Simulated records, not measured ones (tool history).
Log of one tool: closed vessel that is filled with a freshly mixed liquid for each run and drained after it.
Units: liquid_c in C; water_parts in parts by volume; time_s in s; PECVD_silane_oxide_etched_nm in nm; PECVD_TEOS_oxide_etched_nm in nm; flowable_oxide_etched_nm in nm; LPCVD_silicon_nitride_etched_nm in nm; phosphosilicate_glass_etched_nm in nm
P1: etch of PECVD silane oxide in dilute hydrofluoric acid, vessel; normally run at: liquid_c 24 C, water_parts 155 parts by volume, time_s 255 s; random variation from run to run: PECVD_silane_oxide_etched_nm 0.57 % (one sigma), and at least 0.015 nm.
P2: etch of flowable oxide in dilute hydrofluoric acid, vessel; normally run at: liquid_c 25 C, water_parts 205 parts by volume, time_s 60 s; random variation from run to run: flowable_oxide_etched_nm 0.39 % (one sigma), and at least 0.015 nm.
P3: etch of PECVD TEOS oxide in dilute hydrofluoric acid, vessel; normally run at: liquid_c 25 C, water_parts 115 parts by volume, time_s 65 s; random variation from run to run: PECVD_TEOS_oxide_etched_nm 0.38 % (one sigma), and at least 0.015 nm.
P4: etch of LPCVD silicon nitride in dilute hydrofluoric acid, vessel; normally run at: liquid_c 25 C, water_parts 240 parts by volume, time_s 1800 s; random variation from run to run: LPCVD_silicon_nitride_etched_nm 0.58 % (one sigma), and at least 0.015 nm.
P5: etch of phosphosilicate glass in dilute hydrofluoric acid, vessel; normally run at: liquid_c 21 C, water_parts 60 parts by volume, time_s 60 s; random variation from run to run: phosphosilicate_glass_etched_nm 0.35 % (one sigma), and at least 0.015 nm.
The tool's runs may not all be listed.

run	day	process	liquid_c	water_parts	time_s	PECVD_silane_oxide_etched_nm	PECVD_TEOS_oxide_etched_nm	flowable_oxide_etched_nm	LPCVD_silicon_nitride_etched_nm	phosphosilicate_glass_etched_nm
1	0.225	P1	24	155	255	52.393				
2	0.45	P1	24	155	30	6.2036				
3	0.575	P3	25	115	65		8.8513			
4	0.762	P2	25	205	60			14.773		
5	0.9	P1	24	155	455	94.307				
6	1.146	P4	25	405	1800				2.4094	
7	1.283	P1	24	155	255	52.528				
8	1.5	P1	24	155	255	52.609				
9	1.704	P1	24	155	255	52.206				
10	1.871	P5	21	60	60					88.067
11	2.062	P1	24	75	415	192.76				
12	2.183	P5	28.5	60	60					119.82
13	2.354	P2	29.5	205	60			17.359		
14	2.521	P4	25	240	1800				4.0484	
15	2.662	P1	24	260	145	16.083				
16	2.842	P5	21	60	60					88.293
17	3.004	P5	21	60	95					140.98
18	3.171	P3	25	195	65		4.7778			
19	3.354	P4	20	240	1800				2.9692	
20	3.6	P3	25	115	30		4.1022			
21	3.746	P5	21	95	60					53.421
22	3.875	P1	28.5	70	255	154.31				
23	4.108	P1	28.5	155	255	61.798				
24	4.317	P1	24	285	255	24.66				
25	4.442	P3	32	115	65		11.49			
26	4.654	P1	24	50	255	185.29				
# day 4.679: thermometer replaced
27	4.917	P1	17	155	255	39.871				
28	5.096	P2	25	205	90			22.146		
29	5.325	P1	24	155	255	52.581				
30	5.475	P1	24	155	255	51.811				
31	5.65	P2	25	95	60			36.259		
32	5.821	P4	25	240	3240				7.2284	
33	6.062	P1	24	155	255	52.535				
34	6.196	P3	25	115	65		8.8441			
35	6.404	P1	24	155	255	52.262				
36	6.654	P1	24	155	255	54.702				
37	6.821	P1	24	155	255	55.51				
38	6.958	P1	24	155	255	55.422				
39	7.217	P1	24	155	255	56.507				
40	7.375	P1	24	155	255	55.829				
41	7.567	P1	24	155	255	56.194				

What P1 gives has crept away from where it was. These 2 causes fit the log equally well, each at the size given:
A: hydrofluoric acid flow above the setpoint (%) = 6.35
B: liquid hotter than its thermometer reads (K) = 1.92
The creep began at about day 6.404.

4 check runs are offered, one wafer each, their results left as question marks. Which one tells the causes apart?
check 1	7.758	P3	25	160	30		?			
check 2	7.758	P2	29	125	60			?		
check 3	7.758	P4	25	405	3195				?	
check 4	7.758	P5	27.5	90	60					?

What each check would give under each cause:
check	result	if A	if B
check 1	PECVD_TEOS_oxide_etched_nm	3	2.9964
check 2	flowable_oxide_etched_nm	33.159	33.126
check 3	LPCVD_silicon_nitride_etched_nm	4.5188	4.7487
check 4	phosphosilicate_glass_etched_nm	78.859	79.239
How far apart the two closest causes lie, in the result that separates them most: check 1 0.12 %; check 2 0.1 %; check 3 4.96 %; check 4 0.48 %
Check 3 tells the causes apart: in the others they would give nearly the same result.

Then check 3 was run and gave: LPCVD_silicon_nitride_etched_nm 4.7692 nm. Which cause is it?

It is B: liquid hotter than its thermometer reads (K).
